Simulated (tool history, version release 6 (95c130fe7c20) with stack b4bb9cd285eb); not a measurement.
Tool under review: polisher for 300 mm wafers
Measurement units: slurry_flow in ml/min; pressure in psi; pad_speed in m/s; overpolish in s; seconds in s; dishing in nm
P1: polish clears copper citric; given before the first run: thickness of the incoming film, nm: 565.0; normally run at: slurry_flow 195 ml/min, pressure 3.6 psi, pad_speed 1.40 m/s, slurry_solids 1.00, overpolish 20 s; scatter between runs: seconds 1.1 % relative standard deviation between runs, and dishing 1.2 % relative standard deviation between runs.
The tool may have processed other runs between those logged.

run,hour,slurry_flow,pressure,pad_speed,slurry_solids,overpolish,wafers polished on this pad,hours since the slurry nozzle was cleaned,hours since the head pressure was calibrated,hours since the slurry blender was calibrated,seconds,dishing
1,14.1,195,3.6,1.40,1.00,20,478,240.8,375.0,83.3,181.340,41.859
2,22.8,195,3.6,1.40,1.00,20,537,249.5,383.7,92.0,182.670,41.178
3,35.5,290,3.6,1.40,1.00,20,622,262.2,396.4,104.7,173.530,43.853
4,44.2,195,3.6,1.40,1.45,20,681,270.9,405.1,113.4,167.270,44.624
5,51.6,195,3.6,1.40,1.00,20,731,278.3,412.5,120.8,187.260,41.653
6,59.7,195,2.1,1.40,1.00,20,785,286.4,420.6,128.9,306.300,25.369
7,69.6,195,5.5,1.40,1.00,38,852,296.3,430.5,138.8,121.000,95.762
8,80.0,195,3.6,1.40,0.60,20,922,306.7,440.9,149.2,200.110,37.782
9,91.6,195,3.6,1.40,1.00,20,1000,318.3,452.5,160.8,182.730,41.899
10,106.3,195,3.6,1.40,1.00,29,1099,333.0,467.2,175.5,181.150,55.692
11,115.3,195,3.6,1.40,1.00,20,1159,342.0,476.2,184.5,179.250,41.908
12,125.4,195,5.0,1.90,1.00,20,1227,352.1,486.3,194.6,97.109,70.852
# hour 129.0: head pressure recalibrated
13,137.1,195,3.6,0.64,1.00,20,1306,363.8,8.1,206.3,390.100,20.828
14,150.3,195,3.6,1.40,1.00,6,1395,377.0,21.3,219.5,180.610,14.141
15,166.8,195,3.6,1.92,1.00,20,1506,393.5,37.8,236.0,133.080,52.595
16,177.4,195,3.6,1.40,1.00,20,1577,404.1,48.4,246.6,180.090,42.304
17,189.4,195,3.6,1.40,1.00,20,1658,416.1,60.4,258.6,181.530,41.629
18,206.1,195,5.7,1.40,1.00,20,1770,432.8,77.1,275.3,116.000,61.067
19,214.6,115,3.6,1.40,1.00,20,1827,441.3,85.6,283.8,199.520,38.292
20,231.2,195,3.6,1.40,1.00,20,1939,457.9,102.2,300.4,184.680,40.758
21,243.4,195,3.6,1.40,1.00,20,2021,470.1,114.4,312.6,187.030,41.036
22,254.1,195,3.6,1.40,1.00,20,2093,480.8,125.1,323.3,187.560,39.584
23,264.1,195,3.6,1.40,1.00,20,2161,490.8,135.1,333.3,193.370,39.891
# hour 269.3: head pressure recalibrated
24,275.0,195,3.6,1.40,1.00,20,2234,501.7,5.7,344.2,190.900,39.579
# hour 286.6: worn pad replaced by a new one
25,290.1,195,3.6,1.40,1.00,20,23,516.8,20.8,359.3,192.660,39.854
26,306.1,195,3.6,1.40,1.00,20,131,532.8,36.8,375.3,195.640,40.109
27,314.9,195,3.6,1.40,1.00,20,190,541.6,45.6,384.1,197.210,38.097

P1 no longer gives what it gave before; its output has crept away from where it was. The following 2 causes, each at its listed size, fit the log equally well:
A: slurry flow missing at the pad, % = 37.1
B: abrasive missing from the slurry, % = 31
The onset of the drift is placed at about hour 231.2.
What rules out each remaining cause:
removal rate lost through wear of the pad, %: serviced at hour 286.6, which brought nothing back
head's pressure below its setpoint, %: serviced at hour 269.3, which brought nothing back

Each of the check runs listed below is run on 3 wafers and reports their average, with the results left as question marks. Pick the one under which the possible causes would lead to clearly different results.
check 1,323.7,195,3.6,1.40,1.00,6,,,,,?,?
check 2,323.7,195,3.6,1.40,1.00,9,,,,,?,?
check 3,323.7,115,3.6,1.40,1.00,20,,,,,?,?
check 4,323.7,195,3.6,0.66,1.00,20,,,,,?,?

Check results expected under each cause:
check,result,if A,if B
check 1,seconds,196.290,196.250
check 1,dishing,12.988,12.990
check 2,seconds,196.290,196.250
check 2,dishing,19.029,19.033
check 3,seconds,225.530,215.080
check 3,dishing,34.492,35.935
check 4,seconds,409.730,409.650
check 4,dishing,20.185,20.189
Smallest distance between any two causes, each pair judged by its most separating result, in per cent: check 1 0.02 %; check 2 0.02 %; check 3 4.74 %; check 4 0.02 %
Of the check runs offered, only check 3 discriminates between the causes; the rest would read about the same regardless of which cause applies.

Then check 3 was run and gave: seconds 225.160 s; dishing 34.844 nm. Which cause is it?

Of the candidate causes, it is A: slurry flow missing at the pad, %.
